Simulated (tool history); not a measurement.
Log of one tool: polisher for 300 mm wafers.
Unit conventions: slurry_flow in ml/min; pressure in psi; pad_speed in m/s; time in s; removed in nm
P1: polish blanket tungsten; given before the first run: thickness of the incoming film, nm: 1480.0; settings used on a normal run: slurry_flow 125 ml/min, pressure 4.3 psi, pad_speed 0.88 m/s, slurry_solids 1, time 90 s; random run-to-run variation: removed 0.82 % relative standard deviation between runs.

run	hour	slurry_flow	pressure	pad_speed	slurry_solids	time	removed
1	6.2	125	4.3	0.88	1	90	398.74
2	14.4	125	4.3	0.88	1	90	392.14
3	20.4	125	4.3	0.88	1	90	396.52
4	32.4	125	4.3	1.26	1	90	574.92
5	41.4	125	4.3	0.88	1	50	219.12
6	49.2	125	4.3	0.88	1	127	562.99
7	58.1	125	4.3	0.66	1	90	297.72
8	67.1	90	4.3	0.88	1	90	361.08
9	72.3	125	2.5	0.88	1	90	231.64
10	83.5	125	4.3	0.88	0.55	90	346.05
11	94.1	125	4.3	0.88	1.25	90	418.93
12	105.2	200	4.3	0.88	1	90	431.11
13	115.7	125	4.3	0.88	1	90	395.96
14	122	125	4.3	0.88	1	90	395.93
15	130.7	125	1.9	0.88	0.7	90	160.78
16	136.3	125	5.8	0.88	1	90	530.01
17	143.1	125	4.3	0.88	1	90	402.32
18	150.7	125	4.3	0.88	1	90	390.21
19	156.2	125	4.3	1.18	1.25	90	562.36
20	168.1	125	4.3	0.88	1	90	393.59
21	176.5	125	4.3	0.88	1	90	381.67
22	186.9	125	4.3	0.88	1	90	375.17
23	197.5	125	4.3	0.88	1	90	371.91
# hour 204.4: worn pad replaced by a new one
# hour 206.7: slurry blender recalibrated
24	207	125	4.3	0.88	1	90	361.07
25	215.7	125	4.3	0.88	1	90	355.77
26	221.7	125	4.3	0.88	1	90	355.51
# hour 226.1: head pressure recalibrated
27	229.4	125	4.3	0.88	1	90	354.28
28	237.4	125	4.3	0.88	1	90	353.8
29	247.7	125	4.3	0.88	1	90	351.52
30	254.7	125	4.3	0.88	1	90	350.55

P1 no longer gives what it gave before; its output has crept away from where it was. The following 2 causes, each at its listed size, fit the log equally well:
A: slurry flow missing at the pad, % = 37.6
B: peroxide lost from the slurry, % = 26.1
Onset of the creep was near hour 168.1.
Why every other cause is out:
removal rate lost through wear of the pad, %: serviced after onset, at hour 204.4, with no recovery of the prior output
head's pressure below its setpoint, %: serviced after onset, at hour 226.1, with no recovery of the prior output
abrasive missing from the slurry, %: serviced after onset, at hour 206.7, with no recovery of the prior output

The 4 check runs listed below each average the results of 3 wafers, and their outcomes are marked with question marks. Under which run would the listed causes produce clearly different results?
check 1	261.7	125	4.3	0.88	0.7	90	?
check 2	261.7	125	2.8	0.88	1	90	?
check 3	261.7	125	4.3	1.22	0.6	90	?
check 4	261.7	185	4.3	0.88	1	68	?

If the cause were each of the candidates in turn, the checks would give the following:
check	result	if A	if B
check 1	removed	324.14	324.2
check 2	removed	229.31	229.35
check 3	removed	433.97	434.05
check 4	removed	294.85	284.59
Per check, the gap between the least separated pair of causes, taken in the result that splits them most: check 1 0.02 %; check 2 0.02 %; check 3 0.02 %; check 4 3.54 %
The other checks would show nearly matching results whichever cause is true, so check 4 is the only one that separates the causes.

The results of check 4 are: removed 294.85 nm. Based on these, which of the listed causes is it?

The correct cause is A, namely: slurry flow missing at the pad, %.
